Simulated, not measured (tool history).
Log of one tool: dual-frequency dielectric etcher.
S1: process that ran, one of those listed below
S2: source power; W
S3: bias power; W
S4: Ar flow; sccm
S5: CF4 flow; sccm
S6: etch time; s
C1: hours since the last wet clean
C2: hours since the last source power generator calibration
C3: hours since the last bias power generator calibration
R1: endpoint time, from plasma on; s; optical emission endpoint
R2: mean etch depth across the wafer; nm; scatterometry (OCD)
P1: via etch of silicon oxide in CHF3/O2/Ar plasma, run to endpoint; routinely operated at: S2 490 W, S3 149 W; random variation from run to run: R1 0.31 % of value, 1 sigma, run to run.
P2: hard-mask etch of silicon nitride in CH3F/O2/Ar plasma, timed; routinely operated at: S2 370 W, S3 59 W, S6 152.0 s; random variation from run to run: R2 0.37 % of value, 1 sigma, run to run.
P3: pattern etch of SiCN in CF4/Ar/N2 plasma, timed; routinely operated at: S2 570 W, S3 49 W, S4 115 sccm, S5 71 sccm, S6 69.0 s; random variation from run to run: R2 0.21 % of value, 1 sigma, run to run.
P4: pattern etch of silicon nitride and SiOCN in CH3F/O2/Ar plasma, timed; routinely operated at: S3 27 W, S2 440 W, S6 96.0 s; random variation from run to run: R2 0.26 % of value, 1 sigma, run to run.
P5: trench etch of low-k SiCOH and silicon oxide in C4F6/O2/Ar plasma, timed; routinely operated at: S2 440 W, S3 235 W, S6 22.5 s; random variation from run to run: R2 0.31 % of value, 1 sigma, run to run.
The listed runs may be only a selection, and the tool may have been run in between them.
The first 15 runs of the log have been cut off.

run     day  S1   S2   S3   S4  S5     S6     C1      C2     C3      R1       R2
 16   8.288  P4  440   27            96.0  568.2  3666.1  123.6           14.389
 17   8.679  P1  490  149                  577.6  3675.5  133.0  407.83
 18   9.417  P5  440  146            22.5  595.3  3693.2  150.7           69.420
 19   9.979  P1  340  149                  608.8  3706.7  164.2  468.92
 20  10.429  P1  490  193                  619.6  3717.5  175.0  373.02
 21  11.075  P3  570   49  115  71   50.0  635.1  3733.0  190.5           45.952
 22  11.729  P3  570   49  115  71   69.0  650.8  3748.7  206.2           63.462
 23  12.433  P4  550   27            96.0  667.7  3765.6  223.1           15.501
 24  12.808  P1  490  149                  676.7  3774.6  232.1  408.30
     12.858  -- wet clean of the chamber
 25  13.479  P5  440  235            22.5   15.0  3790.7  248.2           80.738
 26  14.096  P3  570   49  115  42   69.0   29.8  3805.5  263.0           57.415
 27  14.775  P2  370   59           152.0   46.1  3821.8  279.3           92.068
 28  15.121  P2  510   59           152.0   54.4  3830.1  287.6          104.890
 29  15.588  P3  570   49  115  71   69.0   65.6  3841.3  298.8           63.380
 30  15.942  P5  570  235            22.5   74.1  3849.8  307.3           88.830
 31  16.333  P3  570   49  144  71   69.0   83.5  3859.2  316.7           60.885
 32  16.817  P1  490  149                   95.1  3870.8  328.3  405.62
 33  17.567  P1  490  149                  113.1  3888.8  346.3  410.93
 34  18.267  P1  490  149                  129.9  3905.6  363.1  411.29

Forecast run 35:
 35  18.875  P1  490  149              144.5  3920.2  377.7   ?

{"run 35": {"R1": 414.2}}
